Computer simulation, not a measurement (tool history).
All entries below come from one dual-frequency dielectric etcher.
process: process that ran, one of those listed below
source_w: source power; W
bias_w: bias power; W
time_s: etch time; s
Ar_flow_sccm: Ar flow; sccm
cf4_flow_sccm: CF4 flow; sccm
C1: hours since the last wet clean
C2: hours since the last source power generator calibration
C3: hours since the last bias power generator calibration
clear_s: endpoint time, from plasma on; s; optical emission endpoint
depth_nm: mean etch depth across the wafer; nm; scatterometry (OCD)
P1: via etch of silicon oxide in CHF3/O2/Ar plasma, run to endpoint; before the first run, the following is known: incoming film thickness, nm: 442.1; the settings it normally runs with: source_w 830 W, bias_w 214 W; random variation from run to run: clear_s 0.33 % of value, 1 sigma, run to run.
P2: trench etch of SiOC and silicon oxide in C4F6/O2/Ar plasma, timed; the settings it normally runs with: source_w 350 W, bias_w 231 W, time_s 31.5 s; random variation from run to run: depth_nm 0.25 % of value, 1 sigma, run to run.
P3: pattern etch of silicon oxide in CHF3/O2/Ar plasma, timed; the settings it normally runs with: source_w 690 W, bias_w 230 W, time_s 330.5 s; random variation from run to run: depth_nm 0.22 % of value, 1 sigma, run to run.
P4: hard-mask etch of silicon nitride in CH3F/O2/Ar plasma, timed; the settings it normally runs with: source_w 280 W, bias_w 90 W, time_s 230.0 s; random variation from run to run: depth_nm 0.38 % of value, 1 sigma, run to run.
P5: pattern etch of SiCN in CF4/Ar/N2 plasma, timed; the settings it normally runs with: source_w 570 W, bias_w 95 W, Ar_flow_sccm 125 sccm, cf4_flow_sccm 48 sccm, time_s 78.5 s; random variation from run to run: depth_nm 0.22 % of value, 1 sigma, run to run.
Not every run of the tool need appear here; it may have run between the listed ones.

run 1 hour=4.4 | process=P1 source_w=830 bias_w=214 | C1=303.8 C2=1315.2 C3=1847.2 | clear_s=183.56
run 2 hour=8.9 | process=P3 source_w=440 bias_w=230 time_s=330.5 | C1=308.3 C2=1319.7 C3=1851.7 | depth_nm=626.460
run 3 hour=15.2 | process=P4 source_w=280 bias_w=90 time_s=230.0 | C1=314.6 C2=1326.0 C3=1858.0 | depth_nm=152.570
run 4 hour=20.3 | process=P4 source_w=360 bias_w=90 time_s=230.0 | C1=319.7 C2=1331.1 C3=1863.1 | depth_nm=166.300
run 5 hour=24.3 | process=P5 source_w=570 bias_w=95 time_s=43.0 Ar_flow_sccm=125 cf4_flow_sccm=48 | C1=323.7 C2=1335.1 C3=1867.1 | depth_nm=46.098
run 6 hour=30.3 | process=P1 source_w=1180 bias_w=214 | C1=329.7 C2=1341.1 C3=1873.1 | clear_s=158.68
run 7 hour=33.8 | process=P1 source_w=830 bias_w=214 | C1=333.2 C2=1344.6 C3=1876.6 | clear_s=182.23
run 8 hour=40.2 | process=P2 source_w=490 bias_w=231 time_s=31.5 | C1=339.6 C2=1351.0 C3=1883.0 | depth_nm=74.389
run 9 hour=45.5 | process=P1 source_w=830 bias_w=214 | C1=344.9 C2=1356.3 C3=1888.3 | clear_s=181.50
run 10 hour=51.5 | process=P5 source_w=570 bias_w=95 time_s=78.5 Ar_flow_sccm=125 cf4_flow_sccm=48 | C1=350.9 C2=1362.3 C3=1894.3 | depth_nm=84.245
run 11 hour=56.7 | process=P5 source_w=570 bias_w=95 time_s=78.5 Ar_flow_sccm=161 cf4_flow_sccm=48 | C1=356.1 C2=1367.5 C3=1899.5 | depth_nm=80.804
run 12 hour=62.2 | process=P2 source_w=350 bias_w=231 time_s=24.0 | C1=361.6 C2=1373.0 C3=1905.0 | depth_nm=49.574
run 13 hour=67.2 | process=P4 source_w=280 bias_w=90 time_s=332.0 | C1=366.6 C2=1378.0 C3=1910.0 | depth_nm=220.160
run 14 hour=70.9 | process=P2 source_w=350 bias_w=324 time_s=31.5 | C1=370.3 C2=1381.7 C3=1913.7 | depth_nm=73.198
run 15 hour=76.4 | process=P1 source_w=1040 bias_w=165 | C1=375.8 C2=1387.2 C3=1919.2 | clear_s=182.17
run 16 hour=82.0 | process=P1 source_w=990 bias_w=293 | C1=381.4 C2=1392.8 C3=1924.8 | clear_s=152.45
run 17 hour=86.7 | process=P5 source_w=570 bias_w=56 time_s=78.5 Ar_flow_sccm=125 cf4_flow_sccm=48 | C1=386.1 C2=1397.5 C3=1929.5 | depth_nm=69.018
run 18 hour=91.2 | process=P1 source_w=1080 bias_w=271 | C1=390.6 C2=1402.0 C3=1934.0 | clear_s=151.72
run 19 hour=97.0 | process=P5 source_w=430 bias_w=95 time_s=78.5 Ar_flow_sccm=125 cf4_flow_sccm=48 | C1=396.4 C2=1407.8 C3=1939.8 | depth_nm=66.134
run 20 hour=101.3 | process=P3 source_w=690 bias_w=230 time_s=212.0 | C1=400.7 C2=1412.1 C3=1944.1 | depth_nm=476.540
run 21 hour=104.8 | process=P3 source_w=690 bias_w=230 time_s=330.5 | C1=404.2 C2=1415.6 C3=1947.6 | depth_nm=743.490
run 22 hour=110.2 | process=P1 source_w=830 bias_w=262 | C1=409.6 C2=1421.0 C3=1953.0 | clear_s=169.33
run 23 hour=116.2 | process=P5 source_w=570 bias_w=95 time_s=78.5 Ar_flow_sccm=125 cf4_flow_sccm=48 | C1=415.6 C2=1427.0 C3=1959.0 | depth_nm=84.107
-- hour=118.2 bias power generator calibrated
run 24 hour=122.6 | process=P4 source_w=280 bias_w=90 time_s=230.0 | C1=422.0 C2=1433.4 C3=4.5 | depth_nm=151.940
run 25 hour=128.8 | process=P1 source_w=830 bias_w=214 | C1=428.2 C2=1439.6 C3=10.7 | clear_s=181.79
run 26 hour=135.3 | process=P3 source_w=690 bias_w=230 time_s=330.5 | C1=434.7 C2=1446.1 C3=17.2 | depth_nm=743.290
run 27 hour=140.6 | process=P1 source_w=520 bias_w=214 | C1=440.0 C2=1451.4 C3=22.5 | clear_s=218.26
run 28 hour=144.6 | process=P5 source_w=570 bias_w=95 time_s=78.5 Ar_flow_sccm=125 cf4_flow_sccm=64 | C1=444.0 C2=1455.4 C3=26.5 | depth_nm=88.056
run 29 hour=148.4 | process=P4 source_w=280 bias_w=126 time_s=230.0 | C1=447.8 C2=1459.2 C3=30.3 | depth_nm=174.760
run 30 hour=153.0 | process=P2 source_w=350 bias_w=231 time_s=31.5 | C1=452.4 C2=1463.8 C3=34.9 | depth_nm=64.736

Run 31 is up next; what results do you expect?
run 31 hour=159.2 | process=P1 source_w=830 bias_w=134 | C1=458.6 C2=1470.0 C3=41.1 | clear_s=?

{"run 31": {"clear_s": 212.79}}
